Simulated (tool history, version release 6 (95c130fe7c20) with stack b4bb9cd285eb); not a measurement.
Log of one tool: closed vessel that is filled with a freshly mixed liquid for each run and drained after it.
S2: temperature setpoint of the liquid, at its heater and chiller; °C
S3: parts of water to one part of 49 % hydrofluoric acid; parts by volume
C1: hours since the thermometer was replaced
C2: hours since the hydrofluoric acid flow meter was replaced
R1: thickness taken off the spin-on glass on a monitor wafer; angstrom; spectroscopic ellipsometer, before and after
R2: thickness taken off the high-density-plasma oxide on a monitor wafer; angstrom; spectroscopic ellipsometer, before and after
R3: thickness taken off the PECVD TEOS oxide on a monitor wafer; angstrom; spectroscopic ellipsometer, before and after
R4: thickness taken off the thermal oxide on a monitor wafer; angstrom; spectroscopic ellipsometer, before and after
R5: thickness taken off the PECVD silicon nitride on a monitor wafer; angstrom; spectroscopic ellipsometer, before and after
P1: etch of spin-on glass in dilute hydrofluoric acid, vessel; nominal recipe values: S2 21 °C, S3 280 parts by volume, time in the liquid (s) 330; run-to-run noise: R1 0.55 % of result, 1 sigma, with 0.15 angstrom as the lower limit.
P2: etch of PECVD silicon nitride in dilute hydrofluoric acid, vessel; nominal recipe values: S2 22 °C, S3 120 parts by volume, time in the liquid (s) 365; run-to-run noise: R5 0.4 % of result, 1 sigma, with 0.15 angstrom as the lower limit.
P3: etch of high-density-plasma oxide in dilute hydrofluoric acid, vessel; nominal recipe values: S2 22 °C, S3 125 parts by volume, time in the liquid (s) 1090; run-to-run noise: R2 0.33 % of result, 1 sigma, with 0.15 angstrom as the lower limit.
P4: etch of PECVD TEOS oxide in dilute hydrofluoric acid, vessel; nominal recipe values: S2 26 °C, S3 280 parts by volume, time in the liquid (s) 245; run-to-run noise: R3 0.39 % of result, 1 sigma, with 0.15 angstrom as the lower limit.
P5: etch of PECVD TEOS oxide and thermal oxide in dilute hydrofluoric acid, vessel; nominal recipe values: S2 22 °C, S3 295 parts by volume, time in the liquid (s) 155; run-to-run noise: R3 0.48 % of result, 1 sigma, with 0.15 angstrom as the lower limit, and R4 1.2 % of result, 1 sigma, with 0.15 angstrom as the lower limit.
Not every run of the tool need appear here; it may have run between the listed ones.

{"run": 1, "hour": 12.7, "process that ran": "P1", "S2": 21, "S3": 280, "time in the liquid (s)": 330, "C1": 681.8, "C2": 426, "R1": 330.15}
{"run": 2, "hour": 27.7, "process that ran": "P3", "S2": 22, "S3": 125, "time in the liquid (s)": 1090, "C1": 696.8, "C2": 441, "R2": 407.98}
{"run": 3, "hour": 46.2, "process that ran": "P1", "S2": 21, "S3": 280, "time in the liquid (s)": 330, "C1": 715.3, "C2": 459.5, "R1": 329.29}
{"run": 4, "hour": 58.0, "process that ran": "P1", "S2": 21, "S3": 280, "time in the liquid (s)": 330, "C1": 727.1, "C2": 471.3, "R1": 329.95}
{"run": 5, "hour": 72.1, "process that ran": "P3", "S2": 26, "S3": 125, "time in the liquid (s)": 1090, "C1": 741.2, "C2": 485.4, "R2": 475.46}
{"run": 6, "hour": 89.3, "process that ran": "P3", "S2": 22, "S3": 125, "time in the liquid (s)": 1090, "C1": 758.4, "C2": 502.6, "R2": 406.54}
{"run": 7, "hour": 103.6, "process that ran": "P5", "S2": 30, "S3": 295, "time in the liquid (s)": 155, "C1": 772.7, "C2": 516.9, "R3": 75.482, "R4": 25.663}
{"run": 8, "hour": 113.9, "process that ran": "P1", "S2": 21, "S3": 280, "time in the liquid (s)": 525, "C1": 783, "C2": 527.2, "R1": 525.3}
{"run": 9, "hour": 124.3, "process that ran": "P4", "S2": 18.5, "S3": 280, "time in the liquid (s)": 245, "C1": 793.4, "C2": 537.6, "R3": 84.677}
{"run": 10, "hour": 140.9, "process that ran": "P1", "S2": 25, "S3": 280, "time in the liquid (s)": 110, "C1": 810, "C2": 554.2, "R1": 128.01}
{"run": 11, "hour": 156.1, "process that ran": "P2", "S2": 30, "S3": 120, "time in the liquid (s)": 365, "C1": 825.2, "C2": 569.4, "R5": 158.66}
{"run": 12, "hour": 173.8, "process that ran": "P1", "S2": 21, "S3": 280, "time in the liquid (s)": 330, "C1": 842.9, "C2": 587.1, "R1": 332.87}
{"run": 13, "hour": 188.3, "process that ran": "P1", "S2": 28.5, "S3": 280, "time in the liquid (s)": 330, "C1": 857.4, "C2": 601.6, "R1": 430.61}
{"run": 14, "hour": 201.5, "process that ran": "P2", "S2": 22, "S3": 120, "time in the liquid (s)": 30, "C1": 870.6, "C2": 614.8, "R5": 7.9978}
{"run": 15, "hour": 212.9, "process that ran": "P1", "S2": 21, "S3": 515, "time in the liquid (s)": 330, "C1": 882, "C2": 626.2, "R1": 147.6}
{"run": 16, "hour": 222.5, "process that ran": "P4", "S2": 26, "S3": 485, "time in the liquid (s)": 245, "C1": 891.6, "C2": 635.8, "R3": 52.761}
{"run": 17, "hour": 234.6, "process that ran": "P1", "S2": 21, "S3": 280, "time in the liquid (s)": 160, "C1": 903.7, "C2": 647.9, "R1": 160.74}
{"run": 18, "hour": 251.6, "process that ran": "P5", "S2": 22, "S3": 65, "time in the liquid (s)": 155, "C1": 920.7, "C2": 664.9, "R3": 333.98, "R4": 114.27}
{"run": 19, "hour": 268.2, "process that ran": "P1", "S2": 21, "S3": 280, "time in the liquid (s)": 330, "C1": 937.3, "C2": 681.5, "R1": 328.33}
{"run": 20, "hour": 283.0, "process that ran": "P4", "S2": 26, "S3": 280, "time in the liquid (s)": 245, "C1": 952.1, "C2": 696.3, "R3": 111.03}
{"run": 21, "hour": 293.2, "process that ran": "P3", "S2": 22, "S3": 125, "time in the liquid (s)": 2095, "C1": 962.3, "C2": 706.5, "R2": 782.75}
{"run": 22, "hour": 311.0, "process that ran": "P1", "S2": 17, "S3": 280, "time in the liquid (s)": 330, "C1": 980.1, "C2": 724.3, "R1": 286.41}
{"run": 23, "hour": 319.2, "process that ran": "P1", "S2": 21, "S3": 45, "time in the liquid (s)": 330, "C1": 988.3, "C2": 732.5, "R1": 2660.8}
{"run": 24, "hour": 337.8, "process that ran": "P1", "S2": 21, "S3": 280, "time in the liquid (s)": 330, "C1": 1006.9, "C2": 751.1, "R1": 332.01}
{"run": 25, "hour": 356.3, "process that ran": "P4", "S2": 26, "S3": 280, "time in the liquid (s)": 40, "C1": 1025.4, "C2": 769.6, "R3": 18.078}
{"run": 26, "hour": 372.9, "process that ran": "P5", "S2": 22, "S3": 295, "time in the liquid (s)": 275, "C1": 1042, "C2": 786.2, "R3": 103.02, "R4": 34.441}
{"hour": 374.7, "done": "hydrofluoric acid flow meter replaced"}
{"run": 27, "hour": 383.6, "process that ran": "P5", "S2": 22, "S3": 295, "time in the liquid (s)": 155, "C1": 1052.7, "C2": 9, "R3": 57.267, "R4": 19.776}
{"run": 28, "hour": 398.5, "process that ran": "P2", "S2": 22, "S3": 120, "time in the liquid (s)": 365, "C1": 1067.6, "C2": 23.9, "R5": 95.62}
{"run": 29, "hour": 413.9, "process that ran": "P3", "S2": 22, "S3": 190, "time in the liquid (s)": 1090, "C1": 1083, "C2": 39.3, "R2": 248.91}
{"run": 30, "hour": 427.6, "process that ran": "P2", "S2": 22, "S3": 20, "time in the liquid (s)": 365, "C1": 1096.7, "C2": 53, "R5": 542.26}
{"run": 31, "hour": 437.0, "process that ran": "P1", "S2": 21, "S3": 280, "time in the liquid (s)": 330, "C1": 1106.1, "C2": 62.4, "R1": 330.45}
{"run": 32, "hour": 450.5, "process that ran": "P1", "S2": 21, "S3": 280, "time in the liquid (s)": 330, "C1": 1119.6, "C2": 75.9, "R1": 338.87}
{"run": 33, "hour": 462.2, "process that ran": "P1", "S2": 21, "S3": 280, "time in the liquid (s)": 330, "C1": 1131.3, "C2": 87.6, "R1": 342.29}
{"run": 34, "hour": 472.2, "process that ran": "P1", "S2": 21, "S3": 280, "time in the liquid (s)": 330, "C1": 1141.3, "C2": 97.6, "R1": 346.3}
{"run": 35, "hour": 487.6, "process that ran": "P1", "S2": 21, "S3": 280, "time in the liquid (s)": 330, "C1": 1156.7, "C2": 113, "R1": 350.45}
{"run": 36, "hour": 498.7, "process that ran": "P1", "S2": 21, "S3": 280, "time in the liquid (s)": 330, "C1": 1167.8, "C2": 124.1, "R1": 350.15}
{"run": 37, "hour": 513.4, "process that ran": "P1", "S2": 21, "S3": 280, "time in the liquid (s)": 330, "C1": 1182.5, "C2": 138.8, "R1": 351.01}
{"run": 38, "hour": 532.2, "process that ran": "P1", "S2": 21, "S3": 280, "time in the liquid (s)": 330, "C1": 1201.3, "C2": 157.6, "R1": 354.5}
{"run": 39, "hour": 546.3, "process that ran": "P1", "S2": 21, "S3": 280, "time in the liquid (s)": 330, "C1": 1215.4, "C2": 171.7, "R1": 355.74}
{"run": 40, "hour": 560.5, "process that ran": "P1", "S2": 21, "S3": 280, "time in the liquid (s)": 330, "C1": 1229.6, "C2": 185.9, "R1": 356.9}
{"run": 41, "hour": 572.1, "process that ran": "P1", "S2": 21, "S3": 280, "time in the liquid (s)": 330, "C1": 1241.2, "C2": 197.5, "R1": 355.15}
{"run": 42, "hour": 590.6, "process that ran": "P1", "S2": 21, "S3": 280, "time in the liquid (s)": 330, "C1": 1259.7, "C2": 216, "R1": 357.47}

The output of P1 has drifted from where it used to be. Each of the 2 causes below, taken at the size shown beside it, accounts for the log equally well:
A: hydrofluoric acid flow above the setpoint (%) = 6.14
B: liquid hotter than its thermometer reads (K) = 2.08
The onset of the drift is placed at about hour 437.

Which of the 4 check runs listed below separates the causes, so that each cause would produce a clearly different result? Each run uses one wafer, and its results are marked with question marks.
{"run": "check 1", "hour": 609.1, "process that ran": "P4", "S2": 19, "S3": 280, "time in the liquid (s)": 115, "R3": "?"}
{"run": "check 2", "hour": 609.1, "process that ran": "P5", "S2": 29.5, "S3": 295, "time in the liquid (s)": 155, "R3": "?", "R4": "?"}
{"run": "check 3", "hour": 609.1, "process that ran": "P2", "S2": 22, "S3": 30, "time in the liquid (s)": 365, "R5": "?"}
{"run": "check 4", "hour": 609.1, "process that ran": "P3", "S2": 22, "S3": 180, "time in the liquid (s)": 1915, "R2": "?"}

If the cause were each of the candidates in turn, the checks would give the following:
check=check_1 result=R3 if_A=43.625 if_B=43.74
check=check_2 result=R3 if_A=80.688 if_B=79.749
check=check_2 result=R4 if_A=27.583 if_B=27.262
check=check_3 result=R5 if_A=391 if_B=425.73
check=check_4 result=R2 if_A=501.67 if_B=505.76
Distance between the nearest two causes, measured in the result of the check that separates them most: check 1 0.26 %; check 2 1.17 %; check 3 8.51 %; check 4 0.81 %
Check 3 tells the causes apart: in the others they would give nearly the same result.

Check 3 has now been run. It gave: R5 425.64 angstrom. Which of the candidate causes is it?

It is B: liquid hotter than its thermometer reads (K).
